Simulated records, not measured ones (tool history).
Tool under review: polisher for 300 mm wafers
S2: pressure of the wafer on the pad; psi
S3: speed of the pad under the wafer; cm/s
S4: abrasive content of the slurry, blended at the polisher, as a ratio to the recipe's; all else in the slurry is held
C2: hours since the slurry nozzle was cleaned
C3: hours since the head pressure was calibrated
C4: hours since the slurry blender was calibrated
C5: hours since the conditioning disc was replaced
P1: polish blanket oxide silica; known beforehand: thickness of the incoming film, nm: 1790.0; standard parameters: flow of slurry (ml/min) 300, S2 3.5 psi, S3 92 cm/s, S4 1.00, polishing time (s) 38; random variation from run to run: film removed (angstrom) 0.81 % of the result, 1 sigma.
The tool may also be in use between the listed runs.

{"run": 1, "day": 0.45, "flow of slurry (ml/min)": 300, "S2": 3.5, "S3": 92, "S4": 1.0, "polishing time (s)": 38, "wafers polished on this pad": 713, "C2": 151.4, "C3": 525.3, "C4": 82.6, "C5": 125.3, "film removed (angstrom)": 821.8}
{"run": 2, "day": 0.688, "flow of slurry (ml/min)": 300, "S2": 3.5, "S3": 62, "S4": 1.0, "polishing time (s)": 38, "wafers polished on this pad": 748, "C2": 157.1, "C3": 531.0, "C4": 88.3, "C5": 131.0, "film removed (angstrom)": 596.09}
{"run": 3, "day": 1.033, "flow of slurry (ml/min)": 300, "S2": 3.5, "S3": 92, "S4": 1.0, "polishing time (s)": 38, "wafers polished on this pad": 798, "C2": 165.4, "C3": 539.3, "C4": 96.6, "C5": 139.3, "film removed (angstrom)": 817.77}
{"run": 4, "day": 1.483, "flow of slurry (ml/min)": 300, "S2": 5.3, "S3": 92, "S4": 1.0, "polishing time (s)": 38, "wafers polished on this pad": 863, "C2": 176.2, "C3": 550.1, "C4": 107.4, "C5": 150.1, "film removed (angstrom)": 1242.6}
{"run": 5, "day": 1.888, "flow of slurry (ml/min)": 300, "S2": 3.5, "S3": 60, "S4": 0.8, "polishing time (s)": 38, "wafers polished on this pad": 921, "C2": 185.9, "C3": 559.8, "C4": 117.1, "C5": 159.8, "film removed (angstrom)": 521.2}
{"run": 6, "day": 2.217, "flow of slurry (ml/min)": 300, "S2": 3.5, "S3": 92, "S4": 1.0, "polishing time (s)": 38, "wafers polished on this pad": 969, "C2": 193.8, "C3": 567.7, "C4": 125.0, "C5": 167.7, "film removed (angstrom)": 813.91}
{"run": 7, "day": 2.654, "flow of slurry (ml/min)": 300, "S2": 3.5, "S3": 92, "S4": 1.0, "polishing time (s)": 38, "wafers polished on this pad": 1032, "C2": 204.3, "C3": 578.2, "C4": 135.5, "C5": 178.2, "film removed (angstrom)": 815.57}
{"day": 2.758, "done": "slurry nozzle cleaned"}
{"run": 8, "day": 3.067, "flow of slurry (ml/min)": 300, "S2": 3.5, "S3": 92, "S4": 1.0, "polishing time (s)": 38, "wafers polished on this pad": 1091, "C2": 7.5, "C3": 588.1, "C4": 145.4, "C5": 188.1, "film removed (angstrom)": 823.73}
{"run": 9, "day": 3.433, "flow of slurry (ml/min)": 300, "S2": 3.5, "S3": 92, "S4": 1.45, "polishing time (s)": 38, "wafers polished on this pad": 1144, "C2": 16.3, "C3": 596.9, "C4": 154.2, "C5": 196.9, "film removed (angstrom)": 951.9}
{"day": 3.725, "done": "conditioning disc replaced and pad reconditioned"}
{"run": 10, "day": 3.871, "flow of slurry (ml/min)": 180, "S2": 3.5, "S3": 92, "S4": 1.0, "polishing time (s)": 38, "wafers polished on this pad": 1208, "C2": 26.8, "C3": 607.4, "C4": 164.7, "C5": 3.6, "film removed (angstrom)": 761.69}
{"run": 11, "day": 4.167, "flow of slurry (ml/min)": 445, "S2": 3.5, "S3": 92, "S4": 1.0, "polishing time (s)": 38, "wafers polished on this pad": 1250, "C2": 33.9, "C3": 614.5, "C4": 171.8, "C5": 10.7, "film removed (angstrom)": 839.38}
{"run": 12, "day": 4.612, "flow of slurry (ml/min)": 300, "S2": 3.5, "S3": 92, "S4": 1.0, "polishing time (s)": 60, "wafers polished on this pad": 1315, "C2": 44.6, "C3": 625.2, "C4": 182.5, "C5": 21.4, "film removed (angstrom)": 1297.4}
{"run": 13, "day": 4.883, "flow of slurry (ml/min)": 300, "S2": 2.5, "S3": 92, "S4": 1.0, "polishing time (s)": 38, "wafers polished on this pad": 1354, "C2": 51.1, "C3": 631.7, "C4": 189.0, "C5": 27.9, "film removed (angstrom)": 587.56}
{"run": 14, "day": 5.221, "flow of slurry (ml/min)": 300, "S2": 3.5, "S3": 92, "S4": 0.55, "polishing time (s)": 38, "wafers polished on this pad": 1402, "C2": 59.2, "C3": 639.8, "C4": 197.1, "C5": 36.0, "film removed (angstrom)": 597.98}
{"run": 15, "day": 5.442, "flow of slurry (ml/min)": 300, "S2": 3.5, "S3": 92, "S4": 1.0, "polishing time (s)": 38, "wafers polished on this pad": 1434, "C2": 64.5, "C3": 645.1, "C4": 202.4, "C5": 41.3, "film removed (angstrom)": 819.32}
{"run": 16, "day": 5.696, "flow of slurry (ml/min)": 300, "S2": 3.5, "S3": 132, "S4": 1.0, "polishing time (s)": 38, "wafers polished on this pad": 1471, "C2": 70.6, "C3": 651.2, "C4": 208.5, "C5": 47.4, "film removed (angstrom)": 1078.1}
{"run": 17, "day": 6.062, "flow of slurry (ml/min)": 300, "S2": 3.5, "S3": 92, "S4": 1.0, "polishing time (s)": 18, "wafers polished on this pad": 1524, "C2": 79.4, "C3": 660.0, "C4": 217.3, "C5": 56.2, "film removed (angstrom)": 381.59}
{"run": 18, "day": 6.367, "flow of slurry (ml/min)": 300, "S2": 3.5, "S3": 92, "S4": 1.0, "polishing time (s)": 38, "wafers polished on this pad": 1568, "C2": 86.7, "C3": 667.3, "C4": 224.6, "C5": 63.5, "film removed (angstrom)": 808.7}
{"run": 19, "day": 6.629, "flow of slurry (ml/min)": 300, "S2": 3.5, "S3": 92, "S4": 1.0, "polishing time (s)": 38, "wafers polished on this pad": 1606, "C2": 93.0, "C3": 673.6, "C4": 230.9, "C5": 69.8, "film removed (angstrom)": 781.72}
{"run": 20, "day": 7.075, "flow of slurry (ml/min)": 300, "S2": 3.5, "S3": 92, "S4": 1.0, "polishing time (s)": 38, "wafers polished on this pad": 1670, "C2": 103.7, "C3": 684.3, "C4": 241.6, "C5": 80.5, "film removed (angstrom)": 754.28}
{"run": 21, "day": 7.367, "flow of slurry (ml/min)": 300, "S2": 3.5, "S3": 92, "S4": 1.0, "polishing time (s)": 38, "wafers polished on this pad": 1712, "C2": 110.7, "C3": 691.3, "C4": 248.6, "C5": 87.5, "film removed (angstrom)": 738.83}
{"day": 7.538, "done": "conditioning disc replaced and pad reconditioned"}
{"day": 7.588, "done": "worn pad replaced by a new one"}
{"run": 22, "day": 7.621, "flow of slurry (ml/min)": 300, "S2": 3.5, "S3": 92, "S4": 1.0, "polishing time (s)": 38, "wafers polished on this pad": 5, "C2": 116.8, "C3": 697.4, "C4": 254.7, "C5": 2.0, "film removed (angstrom)": 722.07}
{"run": 23, "day": 7.846, "flow of slurry (ml/min)": 300, "S2": 3.5, "S3": 92, "S4": 1.0, "polishing time (s)": 38, "wafers polished on this pad": 37, "C2": 122.2, "C3": 702.8, "C4": 260.1, "C5": 7.4, "film removed (angstrom)": 719.46}
{"run": 24, "day": 8.308, "flow of slurry (ml/min)": 300, "S2": 3.5, "S3": 92, "S4": 1.0, "polishing time (s)": 38, "wafers polished on this pad": 104, "C2": 133.3, "C3": 713.9, "C4": 271.2, "C5": 18.5, "film removed (angstrom)": 714.44}

P1 no longer gives what it gave before; its output has crept away from where it was. The following 2 causes, each at its listed size, fit the log equally well:
A: abrasive missing from the slurry, % = 22.6
B: head's pressure below its setpoint, % = 11.7
Creep in the process output first set in at about day 6.367.
Ruled out, with reasons:
removal rate lost through wear of the pad, %: its service at day 7.588 followed the start of the drift and did not put the process back to its old value
slurry flow missing at the pad, %: cannot exceed 40; that much would move film removed (angstrom) by -5.8 %, which falls short of the creep or goes against it
time polished since the conditioner stopped cutting, s: its service at day 7.538 followed the start of the drift and did not put the process back to its old value

The 4 check runs listed below each average the results of 5 wafers, and their outcomes are marked with question marks. Under which run would the listed causes produce clearly different results?
{"run": "check 1", "day": 8.771, "flow of slurry (ml/min)": 300, "S2": 3.5, "S3": 120, "S4": 1.0, "polishing time (s)": 38, "film removed (angstrom)": "?"}
{"run": "check 2", "day": 8.771, "flow of slurry (ml/min)": 300, "S2": 3.5, "S3": 120, "S4": 1.0, "polishing time (s)": 47, "film removed (angstrom)": "?"}
{"run": "check 3", "day": 8.771, "flow of slurry (ml/min)": 375, "S2": 3.5, "S3": 70, "S4": 1.0, "polishing time (s)": 38, "film removed (angstrom)": "?"}
{"run": "check 4", "day": 8.771, "flow of slurry (ml/min)": 300, "S2": 3.5, "S3": 92, "S4": 0.6, "polishing time (s)": 38, "film removed (angstrom)": "?"}

Predicted outcomes, by check and by cause:
check=check_1 result=film_removed_(angstrom) if_A=890.34 if_B=890.51
check=check_2 result=film_removed_(angstrom) if_A=1101.20 if_B=1101.40
check=check_3 result=film_removed_(angstrom) if_A=589.05 if_B=589.17
check=check_4 result=film_removed_(angstrom) if_A=534.95 if_B=552.55
Per-check spread between the two closest causes, in the result where they differ most: check 1 0.02 %; check 2 0.02 %; check 3 0.02 %; check 4 3.24 %
Only check 4 tells the causes apart: in the others they would give nearly the same result.

With check 4 done, the readings were: film removed (angstrom) 535.94. Identify which of the listed causes applies.

The cause is A: abrasive missing from the slurry, %.

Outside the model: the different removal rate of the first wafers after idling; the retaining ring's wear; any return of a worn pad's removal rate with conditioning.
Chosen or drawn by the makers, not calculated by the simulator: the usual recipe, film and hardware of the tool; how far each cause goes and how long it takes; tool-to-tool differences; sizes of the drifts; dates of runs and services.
